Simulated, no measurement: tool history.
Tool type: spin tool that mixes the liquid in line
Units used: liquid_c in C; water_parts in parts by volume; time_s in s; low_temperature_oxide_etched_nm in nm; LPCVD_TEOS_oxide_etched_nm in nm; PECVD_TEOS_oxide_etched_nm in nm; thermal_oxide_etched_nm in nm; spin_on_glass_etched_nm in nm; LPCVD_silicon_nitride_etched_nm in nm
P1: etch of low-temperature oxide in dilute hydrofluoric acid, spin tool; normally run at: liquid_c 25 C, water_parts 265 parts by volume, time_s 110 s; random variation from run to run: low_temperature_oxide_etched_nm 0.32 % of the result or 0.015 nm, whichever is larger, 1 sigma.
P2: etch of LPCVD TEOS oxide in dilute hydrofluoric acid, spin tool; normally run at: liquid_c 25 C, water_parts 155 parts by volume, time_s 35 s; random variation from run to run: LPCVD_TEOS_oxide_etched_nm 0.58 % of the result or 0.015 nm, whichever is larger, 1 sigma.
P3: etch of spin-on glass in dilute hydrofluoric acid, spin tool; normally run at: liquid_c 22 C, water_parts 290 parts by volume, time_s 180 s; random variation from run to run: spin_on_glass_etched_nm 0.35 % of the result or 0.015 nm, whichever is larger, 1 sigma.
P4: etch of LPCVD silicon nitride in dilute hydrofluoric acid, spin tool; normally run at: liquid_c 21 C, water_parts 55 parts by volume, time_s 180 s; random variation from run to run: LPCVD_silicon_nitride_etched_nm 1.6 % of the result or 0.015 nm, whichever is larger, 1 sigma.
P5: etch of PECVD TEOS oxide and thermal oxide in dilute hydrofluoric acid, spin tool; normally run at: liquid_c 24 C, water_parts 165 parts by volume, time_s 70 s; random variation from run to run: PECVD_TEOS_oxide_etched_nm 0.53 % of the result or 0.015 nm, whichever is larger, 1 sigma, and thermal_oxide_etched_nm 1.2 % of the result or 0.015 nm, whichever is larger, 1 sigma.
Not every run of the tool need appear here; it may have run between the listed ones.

run	hour	process	liquid_c	water_parts	time_s	hours since the thermometer was replaced	hours since the hydrofluoric acid flow meter was replaced	low_temperature_oxide_etched_nm	LPCVD_TEOS_oxide_etched_nm	PECVD_TEOS_oxide_etched_nm	thermal_oxide_etched_nm	spin_on_glass_etched_nm	LPCVD_silicon_nitride_etched_nm
1	9.1	P1	25	265	110	486.3	1226	8.1123					
2	23	P2	33	155	35	500.2	1239.9		16.002				
3	40.9	P1	25	265	20	518.1	1257.8	1.4621					
4	53	P1	25	265	110	530.2	1269.9	8.1878					
5	65.3	P1	18.5	450	110	542.5	1282.2	3.2635					
6	73.7	P5	24	165	110	550.9	1290.6			17.499	2.8703		
7	84.7	P1	25	265	110	561.9	1301.6	8.0957					
8	92.9	P2	25	155	65	570.1	1309.8		22.093				
9	109	P3	27	290	180	586.2	1325.9					11.483	
10	117	P1	25	430	110	594.2	1333.9	4.2692					
11	129.6	P1	30	265	165	606.8	1346.5	14.56					
12	138	P5	31.5	165	70	615.2	1354.9			14.673	2.3927		
13	148.9	P4	21	20	180	626.1	1365.8						3.4385
14	157.4	P3	22	290	180	634.6	1374.3					9.6858	
15	172.7	P4	21	55	180	649.9	1389.6						1.2822
16	184.6	P1	25	265	110	661.8	1401.5	8.1234					
17	199.7	P2	25	155	35	676.9	1416.6		11.964				
18	212.5	P1	25	265	110	689.7	1429.4	8.1554					
19	225.2	P3	22	480	180	702.4	1442.1					4.9505	
20	233.3	P1	31.5	265	110	710.5	1450.2	10.22					
21	246.4	P4	17	55	180	723.6	1463.3						0.9734
22	258.7	P5	24	165	70	735.9	1475.6			11.157	1.8087		
23	270.8	P4	21	55	180	748	1487.7						1.2891
24	288.4	P1	25	265	175	765.6	1505.3	12.988					
25	299.9	P5	24	50	70	777.1	1516.8			42.866	6.8657		
26	309.5	P2	25	250	35	786.7	1526.4		6.687				
27	324.8	P5	24	165	70	802	1541.7			11.093	1.838		
28	341.4	P3	22	290	40	818.6	1558.3					2.1351	
29	350.8	P1	19	265	110	828	1567.7	6.5742					
30	361.9	P1	25	265	110	839.1	1578.8	8.2128					
31	375.2	P4	21	55	360	852.4	1592.1						2.605
32	390.6	P1	25	120	110	867.8	1607.5	21.108					
33	402.3	P1	25	265	110	879.5	1619.2	8.1694					
34	417.1	P1	25	265	110	894.3	1634	7.9967					
35	426.1	P1	25	265	110	903.3	1643	7.9693					
36	437.7	P1	25	265	110	914.9	1654.6	7.8659					
37	455.2	P1	25	265	110	932.4	1672.1	7.8616					
38	467	P1	25	265	110	944.2	1683.9	7.8113					
39	479	P1	25	265	110	956.2	1695.9	7.7877					
40	490.8	P1	25	265	110	968	1707.7	7.8026					
41	499.6	P1	25	265	110	976.8	1716.5	7.7584					
42	512.9	P1	25	265	110	990.1	1729.8	7.8022					
43	523.7	P1	25	265	110	1000.9	1740.6	7.7153					
44	535.7	P1	25	265	110	1012.9	1752.6	7.7843					

What P1 gives has crept away from where it was. These 2 causes fit the log equally well, each at the size given:
A: liquid colder than its thermometer reads (K) = 1.49
B: hydrofluoric acid flow below the setpoint (%) = 4.03
Creep in the process output first set in at about hour 402.3.

The 4 check runs listed below each average the results of 5 wafers, and their outcomes are marked with question marks. Under which run would the listed causes produce clearly different results?
check 1	547.7	P4	18	55	325								?
check 2	547.7	P2	25	225	35				?				
check 3	547.7	P3	22	390	180							?	
check 4	547.7	P5	27.5	165	70					?	?		

What each check would give under each cause:
check	result	if A	if B
check 1	LPCVD_silicon_nitride_etched_nm	1.7056	1.8211
check 2	LPCVD_TEOS_oxide_etched_nm	7.2384	7.2589
check 3	spin_on_glass_etched_nm	6.246	6.2199
check 4	PECVD_TEOS_oxide_etched_nm	12.04	12.103
check 4	thermal_oxide_etched_nm	1.9486	1.9589
Per-check spread between the two closest causes, in the result where they differ most: check 1 6.55 %; check 2 0.28 %; check 3 0.42 %; check 4 0.53 %
Check 1 is the one run that separates the causes; every other check would come out nearly the same whichever cause is at work.

Here is what check 1 returned: LPCVD_silicon_nitride_etched_nm 1.8102 nm. Which cause is it?

Of the candidate causes, it is B: hydrofluoric acid flow below the setpoint (%).

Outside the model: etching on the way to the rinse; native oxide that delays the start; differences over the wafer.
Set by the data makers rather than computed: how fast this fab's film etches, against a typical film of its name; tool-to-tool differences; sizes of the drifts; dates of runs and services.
